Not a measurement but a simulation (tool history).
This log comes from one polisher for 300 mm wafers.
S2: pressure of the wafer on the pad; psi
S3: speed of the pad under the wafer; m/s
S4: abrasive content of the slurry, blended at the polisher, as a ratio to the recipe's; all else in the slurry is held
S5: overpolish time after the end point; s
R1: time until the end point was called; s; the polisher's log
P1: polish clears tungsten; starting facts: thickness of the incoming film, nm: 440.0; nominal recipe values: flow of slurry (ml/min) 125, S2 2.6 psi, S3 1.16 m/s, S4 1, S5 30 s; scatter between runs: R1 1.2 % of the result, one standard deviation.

Run 1, day 0.258: flow of slurry (ml/min) 125, S2 2.6 psi, S3 1.16 m/s, S4 1, S5 30 s. Result: R1 141.41 s.
Run 2, day 0.558: flow of slurry (ml/min) 75, S2 2.6 psi, S3 0.58 m/s, S4 1, S5 30 s. Result: R1 321.7 s.
Run 3, day 0.846: flow of slurry (ml/min) 75, S2 1.4 psi, S3 1.16 m/s, S4 1, S5 30 s. Result: R1 299.83 s.
Run 4, day 1.129: flow of slurry (ml/min) 125, S2 2.6 psi, S3 1.16 m/s, S4 1, S5 15 s. Result: R1 142.74 s.
Run 5, day 1.512: flow of slurry (ml/min) 125, S2 2.6 psi, S3 1.16 m/s, S4 0.5, S5 30 s. Result: R1 161.99 s.
Run 6, day 1.854: flow of slurry (ml/min) 125, S2 2.6 psi, S3 1.16 m/s, S4 1, S5 30 s. Result: R1 143.7 s.
Run 7, day 2.033: flow of slurry (ml/min) 165, S2 2.6 psi, S3 1.16 m/s, S4 1, S5 30 s. Result: R1 134.27 s.
Run 8, day 2.35: flow of slurry (ml/min) 75, S2 2.6 psi, S3 1.16 m/s, S4 1, S5 30 s. Result: R1 160.51 s.
Run 9, day 2.75: flow of slurry (ml/min) 125, S2 2.6 psi, S3 1.16 m/s, S4 1, S5 59 s. Result: R1 141.64 s.
Run 10, day 3.079: flow of slurry (ml/min) 125, S2 3.7 psi, S3 1.16 m/s, S4 1, S5 30 s. Result: R1 99.743 s.
Run 11, day 3.438: flow of slurry (ml/min) 125, S2 2.6 psi, S3 1.16 m/s, S4 1, S5 30 s. Result: R1 142.53 s.
Run 12, day 3.625: flow of slurry (ml/min) 125, S2 1.2 psi, S3 1.16 m/s, S4 1, S5 30 s. Result: R1 309.09 s.
At day 3.65: slurry tank refilled with fresh slurry and peroxide.
Run 13, day 3.85: flow of slurry (ml/min) 125, S2 2.6 psi, S3 1.16 m/s, S4 1, S5 30 s. Result: R1 143.67 s.
Run 14, day 4.158: flow of slurry (ml/min) 125, S2 2.6 psi, S3 1.16 m/s, S4 1, S5 30 s. Result: R1 143.79 s.
Run 15, day 4.529: flow of slurry (ml/min) 125, S2 2.6 psi, S3 0.52 m/s, S4 1, S5 30 s. Result: R1 311.68 s.
Run 16, day 4.762: flow of slurry (ml/min) 125, S2 2.6 psi, S3 1.84 m/s, S4 1, S5 30 s. Result: R1 90.517 s.
Run 17, day 5.033: flow of slurry (ml/min) 125, S2 2.6 psi, S3 1.16 m/s, S4 1.45, S5 30 s. Result: R1 130.28 s.
Run 18, day 5.208: flow of slurry (ml/min) 125, S2 2.6 psi, S3 1.16 m/s, S4 1, S5 30 s. Result: R1 140.58 s.
Run 19, day 5.475: flow of slurry (ml/min) 125, S2 2.6 psi, S3 1.16 m/s, S4 1, S5 30 s. Result: R1 149.84 s.
Run 20, day 5.733: flow of slurry (ml/min) 125, S2 2.6 psi, S3 1.16 m/s, S4 1, S5 30 s. Result: R1 153.68 s.
At day 5.875: slurry blender recalibrated.
At day 6.042: slurry tank refilled with fresh slurry and peroxide.
Run 21, day 6.075: flow of slurry (ml/min) 125, S2 2.6 psi, S3 1.16 m/s, S4 1, S5 30 s. Result: R1 157.46 s.
At day 6.175: head pressure recalibrated.
Run 22, day 6.271: flow of slurry (ml/min) 125, S2 2.6 psi, S3 1.16 m/s, S4 1, S5 30 s. Result: R1 157.41 s.

The next listed run, before its measurement:
Run 23, day 6.462: flow of slurry (ml/min) 125, S2 2.6 psi, S3 1.16 m/s, S4 1, S5 30 s. Result: R1 ?.

R1: 160.09 s
